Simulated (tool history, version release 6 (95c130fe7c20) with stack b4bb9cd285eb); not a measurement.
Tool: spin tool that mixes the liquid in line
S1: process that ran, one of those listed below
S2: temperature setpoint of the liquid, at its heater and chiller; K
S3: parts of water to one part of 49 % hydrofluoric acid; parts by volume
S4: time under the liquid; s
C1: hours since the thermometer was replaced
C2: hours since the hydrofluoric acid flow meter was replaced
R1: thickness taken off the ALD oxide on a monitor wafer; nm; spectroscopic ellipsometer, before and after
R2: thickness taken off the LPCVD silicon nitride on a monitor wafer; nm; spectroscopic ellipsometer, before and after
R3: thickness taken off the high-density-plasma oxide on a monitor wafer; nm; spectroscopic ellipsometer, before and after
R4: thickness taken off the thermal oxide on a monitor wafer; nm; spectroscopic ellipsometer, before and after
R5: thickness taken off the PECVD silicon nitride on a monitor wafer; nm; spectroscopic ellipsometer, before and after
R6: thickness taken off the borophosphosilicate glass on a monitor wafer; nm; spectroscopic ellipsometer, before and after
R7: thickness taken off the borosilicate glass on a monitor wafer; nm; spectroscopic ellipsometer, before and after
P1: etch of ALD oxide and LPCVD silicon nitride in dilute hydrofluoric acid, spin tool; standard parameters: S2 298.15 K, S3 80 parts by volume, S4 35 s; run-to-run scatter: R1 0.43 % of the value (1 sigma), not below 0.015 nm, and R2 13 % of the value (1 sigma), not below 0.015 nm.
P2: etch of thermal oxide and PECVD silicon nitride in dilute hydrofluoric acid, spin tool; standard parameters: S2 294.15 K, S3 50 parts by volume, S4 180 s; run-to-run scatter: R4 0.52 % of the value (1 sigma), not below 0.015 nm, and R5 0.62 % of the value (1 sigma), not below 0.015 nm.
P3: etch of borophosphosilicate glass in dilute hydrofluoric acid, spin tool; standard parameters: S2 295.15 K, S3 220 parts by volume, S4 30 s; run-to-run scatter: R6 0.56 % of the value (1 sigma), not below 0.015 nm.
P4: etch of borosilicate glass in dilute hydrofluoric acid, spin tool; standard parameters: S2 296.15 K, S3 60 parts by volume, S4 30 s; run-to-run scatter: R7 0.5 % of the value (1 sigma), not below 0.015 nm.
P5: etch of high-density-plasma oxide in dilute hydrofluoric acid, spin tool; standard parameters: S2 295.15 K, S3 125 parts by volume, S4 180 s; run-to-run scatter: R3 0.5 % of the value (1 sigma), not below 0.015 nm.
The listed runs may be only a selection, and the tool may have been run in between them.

| run | hour | S1 | S2 | S3 | S4 | C1 | C2 | R1 | R2 | R3 | R4 | R5 | R6 | R7 |
|---|---|---|---|---|---|---|---|---|---|---|---|---|---|---|
| 1 | 17.1 | P1 | 298.15 | 80 | 35 | 984.3 | 916.9 | 9.8971 | 0.216290 |  |  |  |  |  |
| 2 | 24.8 | P5 | 295.15 | 75 | 180 | 992.0 | 924.6 |  |  | 15.7790 |  |  |  |  |
| 3 | 41.0 | P5 | 295.15 | 125 | 95 | 1008.2 | 940.8 |  |  | 4.6955 |  |  |  |  |
| 4 | 53.7 | P5 | 295.15 | 125 | 180 | 1020.9 | 953.5 |  |  | 8.8295 |  |  |  |  |
| 5 | 67.1 | P2 | 294.15 | 90 | 180 | 1034.3 | 966.9 |  |  |  | 8.1146 | 2.80650 |  |  |
| 6 | 82.3 | P3 | 295.15 | 220 | 30 | 1049.5 | 982.1 |  |  |  |  |  | 6.3208 |  |
| 7 | 94.6 | P2 | 290.15 | 50 | 180 | 1061.8 | 994.4 |  |  |  | 12.9690 | 3.71300 |  |  |
| 8 | 103.4 | P3 | 299.15 | 220 | 30 | 1070.6 | 1003.2 |  |  |  |  |  | 7.2888 |  |
| 9 | 117.3 | P1 | 298.15 | 80 | 35 | 1084.5 | 1017.1 | 9.8908 | 0.263200 |  |  |  |  |  |
| 10 | 132.6 | P4 | 296.15 | 20 | 30 | 1099.8 | 1032.4 |  |  |  |  |  |  | 56.7520 |
| 11 | 141.5 | P1 | 298.15 | 80 | 60 | 1108.7 | 1041.3 | 16.9590 | 0.385290 |  |  |  |  |  |
| 12 | 152.1 | P5 | 291.15 | 125 | 180 | 1119.3 | 1051.9 |  |  | 7.5386 |  |  |  |  |
| 13 | 164.7 | P1 | 294.15 | 80 | 35 | 1131.9 | 1064.5 | 8.3736 | 0.188540 |  |  |  |  |  |
| 14 | 182.0 | P3 | 295.15 | 220 | 30 | 1149.2 | 1081.8 |  |  |  |  |  | 6.2530 |  |
| 15 | 190.2 | P2 | 294.15 | 50 | 180 | 1157.4 | 1090.0 |  |  |  | 15.5110 | 4.94620 |  |  |
| 16 | 204.6 | P1 | 298.15 | 80 | 35 | 1171.8 | 1104.4 | 9.9045 | 0.231450 |  |  |  |  |  |
| 17 | 219.0 | P1 | 298.15 | 80 | 15 | 1186.2 | 1118.8 | 4.2339 | 0.060181 |  |  |  |  |  |
| 18 | 227.6 | P2 | 294.15 | 50 | 15 | 1194.8 | 1127.4 |  |  |  | 1.2936 | 0.42447 |  |  |
| 19 | 239.9 | P1 | 298.15 | 80 | 35 | 1207.1 | 1139.7 | 9.9716 | 0.215050 |  |  |  |  |  |
| 20 | 251.9 | P4 | 296.15 | 60 | 30 | 1219.1 | 1151.7 |  |  |  |  |  |  | 17.9110 |
| 21 | 264.0 | P4 | 302.15 | 60 | 30 | 1231.2 | 1163.8 |  |  |  |  |  |  | 23.0520 |
| 22 | 272.2 | P1 | 298.15 | 45 | 35 | 1239.4 | 1172.0 | 18.4810 | 0.329860 |  |  |  |  |  |
| 23 | 283.1 | P3 | 295.15 | 220 | 55 | 1250.3 | 1182.9 |  |  |  |  |  | 11.5880 |  |
| 24 | 291.3 | P1 | 298.15 | 145 | 35 | 1258.5 | 1191.1 | 5.0926 | 0.144270 |  |  |  |  |  |
| 25 | 300.5 | P1 | 298.15 | 30 | 60 | 1267.7 | 1200.3 | 48.4640 | 1.009200 |  |  |  |  |  |
| 26 | 308.4 | P1 | 298.15 | 80 | 35 | 1275.6 | 1208.2 | 9.9062 | 0.246320 |  |  |  |  |  |
| 27 | 317.5 | P5 | 295.15 | 125 | 180 | 1284.7 | 1217.3 |  |  | 8.9278 |  |  |  |  |
| 28 | 327.6 | P4 | 296.15 | 60 | 15 | 1294.8 | 1227.4 |  |  |  |  |  |  | 9.0004 |
| 29 | 340.2 | P3 | 295.15 | 140 | 30 | 1307.4 | 1240.0 |  |  |  |  |  | 10.8740 |  |
| 30 | 353.9 | P1 | 305.15 | 80 | 35 | 1321.1 | 1253.7 | 12.9350 | 0.273880 |  |  |  |  |  |
| 31 | 366.3 | P1 | 298.15 | 80 | 35 | 1333.5 | 1266.1 | 9.9277 | 0.172860 |  |  |  |  |  |
| 32 | 383.5 | P1 | 298.15 | 80 | 35 | 1350.7 | 1283.3 | 10.1970 | 0.243820 |  |  |  |  |  |
| 33 | 393.8 | P1 | 298.15 | 80 | 35 | 1361.0 | 1293.6 | 10.2690 | 0.152630 |  |  |  |  |  |
| 34 | 402.1 | P1 | 298.15 | 80 | 35 | 1369.3 | 1301.9 | 10.2700 | 0.223050 |  |  |  |  |  |
| 35 | 418.7 | P1 | 298.15 | 80 | 35 | 1385.9 | 1318.5 | 10.4600 | 0.178920 |  |  |  |  |  |
| 36 | 431.4 | P1 | 298.15 | 80 | 35 | 1398.6 | 1331.2 | 10.5740 | 0.165300 |  |  |  |  |  |
| 37 | 443.1 | P1 | 298.15 | 80 | 35 | 1410.3 | 1342.9 | 10.5620 | 0.289220 |  |  |  |  |  |
| 38 | 458.1 | P1 | 298.15 | 80 | 35 | 1425.3 | 1357.9 | 10.5650 | 0.169700 |  |  |  |  |  |
| 39 | 470.1 | P1 | 298.15 | 80 | 35 | 1437.3 | 1369.9 | 10.5650 | 0.125110 |  |  |  |  |  |
| 40 | 481.1 | P1 | 298.15 | 80 | 35 | 1448.3 | 1380.9 | 10.5860 | 0.188800 |  |  |  |  |  |
| 41 | 497.6 | P1 | 298.15 | 80 | 35 | 1464.8 | 1397.4 | 10.5860 | 0.194620 |  |  |  |  |  |
| 42 | 514.7 | P1 | 298.15 | 80 | 35 | 1481.9 | 1414.5 | 10.6370 | 0.226910 |  |  |  |  |  |

P1 has crept away from where it was. The log is fitted equally well by each of these 2 causes, at the sizes shown:
A: liquid hotter than its thermometer reads (K) = 1.76
B: hydrofluoric acid flow above the setpoint (%) = 6.5
The process output started creeping at around hour 366.3.

Listed below are the offered check runs, one wafer per run, with question marks in place of results. For which of them would the causes give clearly different outcomes?
| check 1 | 531.8 | P2 | 294.15 | 50 | 180 |  |  |  |  |  | ? | ? |  |  |
| check 2 | 531.8 | P5 | 295.15 | 125 | 180 |  |  |  |  | ? |  |  |  |  |
| check 3 | 531.8 | P4 | 296.15 | 60 | 30 |  |  |  |  |  |  |  |  | ? |
| check 4 | 531.8 | P3 | 295.15 | 220 | 30 |  |  |  |  |  |  |  | ? |  |

Outcome of each check run for each possible cause:
| check | result | if A | if B |
|---|---|---|---|
| check 1 | R4 | 16.6220 | 16.5060 |
| check 1 | R5 | 5.57290 | 5.25200 |
| check 2 | R3 | 9.5003 | 9.5234 |
| check 3 | R7 | 19.3540 | 19.2710 |
| check 4 | R6 | 6.7213 | 6.7995 |
Per-check spread between the two closest causes, in the result where they differ most: check 1 5.93 %; check 2 0.24 %; check 3 0.43 %; check 4 1.16 %
The causes can be told apart only by check 1. The other checks would give nearly the same results under each of them.

The results of check 1 are: R4 16.4760 nm; R5 5.22260 nm. Based on these, which of the listed causes is it?

The correct cause is B, namely: hydrofluoric acid flow above the setpoint (%).

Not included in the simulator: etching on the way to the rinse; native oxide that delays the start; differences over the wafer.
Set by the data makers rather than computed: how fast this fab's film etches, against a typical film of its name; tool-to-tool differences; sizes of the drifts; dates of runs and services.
